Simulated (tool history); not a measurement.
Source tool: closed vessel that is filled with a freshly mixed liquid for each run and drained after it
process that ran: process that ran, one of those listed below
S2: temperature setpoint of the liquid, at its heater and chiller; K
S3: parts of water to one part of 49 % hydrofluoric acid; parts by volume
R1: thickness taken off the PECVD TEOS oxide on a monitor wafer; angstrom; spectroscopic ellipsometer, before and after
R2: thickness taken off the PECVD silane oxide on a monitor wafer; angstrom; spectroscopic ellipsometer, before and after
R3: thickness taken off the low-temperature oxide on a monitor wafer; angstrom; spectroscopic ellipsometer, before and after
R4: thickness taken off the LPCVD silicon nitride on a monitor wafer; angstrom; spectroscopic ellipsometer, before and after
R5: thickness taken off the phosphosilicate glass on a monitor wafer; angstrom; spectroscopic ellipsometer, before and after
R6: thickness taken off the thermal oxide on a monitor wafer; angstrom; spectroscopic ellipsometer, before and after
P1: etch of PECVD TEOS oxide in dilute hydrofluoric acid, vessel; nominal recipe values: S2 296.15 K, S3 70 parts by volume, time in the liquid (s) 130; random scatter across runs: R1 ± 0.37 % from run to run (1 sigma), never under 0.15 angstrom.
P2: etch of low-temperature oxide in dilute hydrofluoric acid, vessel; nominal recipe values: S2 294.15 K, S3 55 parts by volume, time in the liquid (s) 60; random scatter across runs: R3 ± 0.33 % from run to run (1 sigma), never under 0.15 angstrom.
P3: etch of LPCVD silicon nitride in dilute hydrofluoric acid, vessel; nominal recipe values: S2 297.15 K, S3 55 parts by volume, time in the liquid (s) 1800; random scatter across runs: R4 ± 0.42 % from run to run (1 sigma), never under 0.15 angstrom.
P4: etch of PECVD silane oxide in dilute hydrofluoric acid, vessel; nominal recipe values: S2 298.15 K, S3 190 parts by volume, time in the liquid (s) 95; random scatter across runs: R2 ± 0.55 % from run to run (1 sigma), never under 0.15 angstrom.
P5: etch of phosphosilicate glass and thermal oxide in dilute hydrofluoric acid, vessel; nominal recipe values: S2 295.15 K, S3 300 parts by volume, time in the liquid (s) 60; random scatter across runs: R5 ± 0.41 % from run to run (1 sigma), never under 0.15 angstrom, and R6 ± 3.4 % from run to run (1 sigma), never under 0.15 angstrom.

run 1 hour=9.5 | process_that_ran=P1 S2=296.15 S3=70 time_in_the_liquid_(s)=130 | R1=248.62
run 2 hour=15.9 | process_that_ran=P4 S2=298.15 S3=190 time_in_the_liquid_(s)=95 | R2=91.159
run 3 hour=24.7 | process_that_ran=P2 S2=294.15 S3=55 time_in_the_liquid_(s)=30 | R3=84.467
run 4 hour=32.7 | process_that_ran=P1 S2=296.15 S3=95 time_in_the_liquid_(s)=190 | R1=262.22
run 5 hour=39.7 | process_that_ran=P3 S2=297.15 S3=90 time_in_the_liquid_(s)=1800 | R4=86.124
run 6 hour=46.3 | process_that_ran=P3 S2=297.15 S3=55 time_in_the_liquid_(s)=3310 | R4=256.57
run 7 hour=54 | process_that_ran=P1 S2=296.15 S3=70 time_in_the_liquid_(s)=130 | R1=250.42
run 8 hour=64.9 | process_that_ran=P4 S2=298.15 S3=190 time_in_the_liquid_(s)=95 | R2=90.617
run 9 hour=71.7 | process_that_ran=P5 S2=295.15 S3=105 time_in_the_liquid_(s)=60 | R5=732.72 R6=24.454
run 10 hour=80 | process_that_ran=P4 S2=298.15 S3=290 time_in_the_liquid_(s)=95 | R2=54.032
run 11 hour=90.2 | process_that_ran=P2 S2=294.15 S3=55 time_in_the_liquid_(s)=60 | R3=167.98
run 12 hour=95.3 | process_that_ran=P4 S2=290.65 S3=190 time_in_the_liquid_(s)=95 | R2=68.408
run 13 hour=102.6 | process_that_ran=P1 S2=296.15 S3=20 time_in_the_liquid_(s)=130 | R1=934.79
run 14 hour=112.5 | process_that_ran=P1 S2=301.15 S3=70 time_in_the_liquid_(s)=130 | R1=304.29
run 15 hour=120.4 | process_that_ran=P5 S2=295.15 S3=300 time_in_the_liquid_(s)=60 | R5=208.64 R6=7.0721
run 16 hour=126.8 | process_that_ran=P1 S2=296.15 S3=70 time_in_the_liquid_(s)=130 | R1=249.12
run 17 hour=132.4 | process_that_ran=P3 S2=297.15 S3=55 time_in_the_liquid_(s)=1800 | R4=140.21
run 18 hour=138.5 | process_that_ran=P2 S2=294.15 S3=20 time_in_the_liquid_(s)=60 | R3=483.4
run 19 hour=143.3 | process_that_ran=P5 S2=295.15 S3=300 time_in_the_liquid_(s)=60 | R5=209.56 R6=6.9334
run 20 hour=148.4 | process_that_ran=P1 S2=296.15 S3=70 time_in_the_liquid_(s)=260 | R1=497.07
run 21 hour=157.3 | process_that_ran=P1 S2=296.15 S3=70 time_in_the_liquid_(s)=130 | R1=249.69
run 22 hour=162.7 | process_that_ran=P1 S2=296.15 S3=70 time_in_the_liquid_(s)=130 | R1=250.25
run 23 hour=169.1 | process_that_ran=P3 S2=305.15 S3=55 time_in_the_liquid_(s)=1800 | R4=237.69
run 24 hour=179.2 | process_that_ran=P3 S2=297.15 S3=55 time_in_the_liquid_(s)=1800 | R4=139.83
run 25 hour=187.1 | process_that_ran=P1 S2=300.65 S3=30 time_in_the_liquid_(s)=130 | R1=737.44
run 26 hour=192 | process_that_ran=P4 S2=298.15 S3=190 time_in_the_liquid_(s)=30 | R2=29.213
run 27 hour=200.2 | process_that_ran=P1 S2=296.15 S3=70 time_in_the_liquid_(s)=130 | R1=250.07
run 28 hour=208.2 | process_that_ran=P5 S2=303.15 S3=300 time_in_the_liquid_(s)=60 | R5=272.66 R6=9.0708
run 29 hour=213 | process_that_ran=P2 S2=290.15 S3=55 time_in_the_liquid_(s)=60 | R3=142.86
run 30 hour=219.5 | process_that_ran=P1 S2=290.15 S3=70 time_in_the_liquid_(s)=130 | R1=193.98
run 31 hour=228.8 | process_that_ran=P5 S2=295.15 S3=300 time_in_the_liquid_(s)=30 | R5=104.25 R6=3.8523
run 32 hour=236.1 | process_that_ran=P1 S2=296.15 S3=70 time_in_the_liquid_(s)=70 | R1=134.25
run 33 hour=244.1 | process_that_ran=P1 S2=290.15 S3=100 time_in_the_liquid_(s)=130 | R1=131.85
run 34 hour=253.2 | process_that_ran=P1 S2=296.15 S3=110 time_in_the_liquid_(s)=130 | R1=151.78
run 35 hour=263.1 | process_that_ran=P1 S2=296.15 S3=70 time_in_the_liquid_(s)=130 | R1=250.14
run 36 hour=270.9 | process_that_ran=P1 S2=296.15 S3=70 time_in_the_liquid_(s)=130 | R1=241.85
run 37 hour=280.9 | process_that_ran=P1 S2=296.15 S3=70 time_in_the_liquid_(s)=130 | R1=236.37
run 38 hour=288.5 | process_that_ran=P1 S2=296.15 S3=70 time_in_the_liquid_(s)=130 | R1=230.52
run 39 hour=293.5 | process_that_ran=P1 S2=296.15 S3=70 time_in_the_liquid_(s)=130 | R1=231.17
run 40 hour=299.2 | process_that_ran=P1 S2=296.15 S3=70 time_in_the_liquid_(s)=130 | R1=230.48
run 41 hour=305.4 | process_that_ran=P1 S2=296.15 S3=70 time_in_the_liquid_(s)=130 | R1=229.26
run 42 hour=310.8 | process_that_ran=P1 S2=296.15 S3=70 time_in_the_liquid_(s)=130 | R1=228.42
run 43 hour=320.9 | process_that_ran=P1 S2=296.15 S3=70 time_in_the_liquid_(s)=130 | R1=228.6
run 44 hour=331.3 | process_that_ran=P1 S2=296.15 S3=70 time_in_the_liquid_(s)=130 | R1=227.21
run 45 hour=338 | process_that_ran=P1 S2=296.15 S3=70 time_in_the_liquid_(s)=130 | R1=226.98
run 46 hour=345.8 | process_that_ran=P1 S2=296.15 S3=70 time_in_the_liquid_(s)=130 | R1=227.43

Something has made what P1 gives creep away from where it was; the 2 causes below, each at its own stated size, fit the log equally well:
A: liquid colder than its thermometer reads (K) = 2.33
B: hydrofluoric acid flow below the setpoint (%) = 8.41
Onset of the creep was near hour 263.1.

Of the 4 check runs listed below, each run on one wafer and each result written as a question mark, which would let you distinguish the listed causes because they would give clearly different results?
run check 1 hour=353.6 | process_that_ran=P2 S2=291.15 S3=55 time_in_the_liquid_(s)=60 | R3=?
run check 2 hour=353.6 | process_that_ran=P5 S2=295.15 S3=140 time_in_the_liquid_(s)=60 | R5=? R6=?
run check 3 hour=353.6 | process_that_ran=P3 S2=304.65 S3=55 time_in_the_liquid_(s)=3095 | R4=?
run check 4 hour=353.6 | process_that_ran=P4 S2=291.65 S3=190 time_in_the_liquid_(s)=95 | R2=?

Expected result of each check under each candidate cause:
check=check_1 result=R3 if_A=133.61 if_B=134.63
check=check_2 result=R5 if_A=478.61 if_B=474.12
check=check_2 result=R6 if_A=16.6 if_B=16.444
check=check_3 result=R4 if_A=339.05 if_B=360.73
check=check_4 result=R2 if_A=64.964 if_B=64.232
Smallest distance between any two causes, each pair judged by its most separating result, in per cent: check 1 0.76 %; check 2 0.94 %; check 3 6.2 %; check 4 1.13 %
Check 3 distinguishes between the causes, while the remaining checks would return nearly the same result for all of them.

Then check 3 was run and gave: R4 338.65 angstrom. Which cause is it?

It was cause A: liquid colder than its thermometer reads (K).

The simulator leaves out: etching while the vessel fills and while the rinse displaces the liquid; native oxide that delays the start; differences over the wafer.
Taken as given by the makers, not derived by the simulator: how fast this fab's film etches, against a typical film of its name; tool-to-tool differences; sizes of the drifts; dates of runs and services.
